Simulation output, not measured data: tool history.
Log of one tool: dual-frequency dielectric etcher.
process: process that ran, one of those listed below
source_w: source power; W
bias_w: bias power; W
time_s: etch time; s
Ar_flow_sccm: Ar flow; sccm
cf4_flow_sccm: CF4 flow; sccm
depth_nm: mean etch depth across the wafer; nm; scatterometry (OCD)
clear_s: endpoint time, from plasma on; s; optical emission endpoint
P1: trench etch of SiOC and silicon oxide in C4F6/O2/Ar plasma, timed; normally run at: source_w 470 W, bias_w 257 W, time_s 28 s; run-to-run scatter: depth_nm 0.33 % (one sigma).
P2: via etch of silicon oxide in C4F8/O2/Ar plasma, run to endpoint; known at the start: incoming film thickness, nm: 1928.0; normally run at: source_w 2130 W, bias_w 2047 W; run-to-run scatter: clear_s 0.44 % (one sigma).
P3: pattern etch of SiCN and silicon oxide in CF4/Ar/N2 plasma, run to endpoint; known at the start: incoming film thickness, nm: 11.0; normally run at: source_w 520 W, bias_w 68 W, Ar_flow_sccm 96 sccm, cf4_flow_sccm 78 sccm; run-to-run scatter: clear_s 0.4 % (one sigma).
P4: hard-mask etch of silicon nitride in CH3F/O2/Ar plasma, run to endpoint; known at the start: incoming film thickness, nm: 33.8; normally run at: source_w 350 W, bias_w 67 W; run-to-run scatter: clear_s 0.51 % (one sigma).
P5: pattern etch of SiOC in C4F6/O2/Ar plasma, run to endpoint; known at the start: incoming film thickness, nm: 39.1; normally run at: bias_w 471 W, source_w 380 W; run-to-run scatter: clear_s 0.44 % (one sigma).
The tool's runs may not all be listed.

| run | day | process | source_w | bias_w | time_s | Ar_flow_sccm | cf4_flow_sccm | hours since the last wet clean | hours since the last source power generator calibration | hours since the last bias power generator calibration | depth_nm | clear_s |
|---|---|---|---|---|---|---|---|---|---|---|---|---|
| 1 | 0.408 | P1 | 470 | 257 | 28 |  |  | 296.5 | 787.2 | 1577.4 | 65.827 |  |
| 2 | 0.817 | P1 | 470 | 257 | 28 |  |  | 306.3 | 797 | 1587.2 | 66.224 |  |
| 3 | 1.158 | P4 | 350 | 67 |  |  |  | 314.5 | 805.2 | 1595.4 |  | 55.099 |
| 4 | 1.579 | P3 | 520 | 68 |  | 96 | 78 | 324.6 | 815.3 | 1605.5 |  | 11.326 |
| 5 | 2.292 | P2 | 2130 | 1278 |  |  |  | 341.7 | 832.4 | 1622.6 |  | 428.2 |
| 6 | 2.958 | P1 | 470 | 257 | 39 |  |  | 357.7 | 848.4 | 1638.6 | 91.889 |  |
| 7 | 3.408 | P3 | 520 | 53 |  | 96 | 78 | 368.5 | 859.2 | 1649.4 |  | 12.218 |
| 8 | 3.825 | P1 | 470 | 257 | 28 |  |  | 378.5 | 869.2 | 1659.4 | 65.951 |  |
| 9 | 4.262 | P1 | 470 | 166 | 28 |  |  | 389 | 879.7 | 1669.9 | 57.373 |  |
| 10 | 4.962 | P4 | 280 | 67 |  |  |  | 405.8 | 896.5 | 1686.7 |  | 59.533 |
| 11 | 5.683 | P1 | 600 | 257 | 21.5 |  |  | 423.1 | 913.8 | 1704 | 55.881 |  |
| 12 | 6.054 | P5 | 380 | 471 |  |  |  | 432 | 922.7 | 1712.9 |  | 13.716 |
| 13 | 6.662 | P3 | 680 | 68 |  | 96 | 78 | 446.6 | 937.3 | 1727.5 |  | 8.9091 |
| 14 | 7.146 | P1 | 470 | 320 | 19.5 |  |  | 458.2 | 948.9 | 1739.1 | 49.641 |  |
| 15 | 7.8 | P2 | 1290 | 2047 |  |  |  | 473.9 | 964.6 | 1754.8 |  | 457.81 |
| 16 | 8.412 | P5 | 300 | 471 |  |  |  | 488.6 | 979.3 | 1769.5 |  | 14.994 |
| 17 | 8.754 | P1 | 470 | 364 | 28 |  |  | 496.8 | 987.5 | 1777.7 | 73.832 |  |
|  | 9.417 | source power generator calibrated |
| 18 | 9.458 | P2 | 2130 | 2047 |  |  |  | 513.7 | 1 | 1794.6 |  | 372.9 |
| 19 | 10.183 | P1 | 280 | 257 | 28 |  |  | 531.1 | 18.4 | 1812 | 53.998 |  |
| 20 | 10.521 | P3 | 520 | 68 |  | 96 | 78 | 539.2 | 26.5 | 1820.1 |  | 11.351 |
| 21 | 11.029 | P1 | 630 | 257 | 28 |  |  | 551.4 | 38.7 | 1832.3 | 74.045 |  |
| 22 | 11.583 | P1 | 470 | 257 | 28 |  |  | 564.7 | 52 | 1845.6 | 65.904 |  |
| 23 | 11.904 | P1 | 470 | 257 | 17.5 |  |  | 572.4 | 59.7 | 1853.3 | 41.05 |  |
| 24 | 12.488 | P1 | 470 | 257 | 28 |  |  | 586.4 | 73.7 | 1867.3 | 65.797 |  |
| 25 | 13.058 | P4 | 350 | 39 |  |  |  | 600.1 | 87.4 | 1881 |  | 64.822 |
| 26 | 13.475 | P1 | 470 | 257 | 28 |  |  | 610.1 | 97.4 | 1891 | 66.079 |  |
| 27 | 14.033 | P1 | 470 | 257 | 28 |  |  | 623.5 | 110.8 | 1904.4 | 66.131 |  |
| 28 | 14.675 | P5 | 380 | 471 |  |  |  | 638.9 | 126.2 | 1919.8 |  | 13.9 |
| 29 | 15.129 | P3 | 520 | 68 |  | 96 | 107 | 649.8 | 137.1 | 1930.7 |  | 10.736 |
| 30 | 15.567 | P3 | 520 | 68 |  | 78 | 78 | 660.3 | 147.6 | 1941.2 |  | 11.007 |
| 31 | 16.283 | P5 | 380 | 634 |  |  |  | 677.5 | 164.8 | 1958.4 |  | 12.284 |

Run 32 comes next. What will it give?
| 32 | 16.9 | P1 | 470 | 257 | 28 |  |  | 692.3 | 179.6 | 1973.2 | ? |  |

depth_nm: 66.04 nm
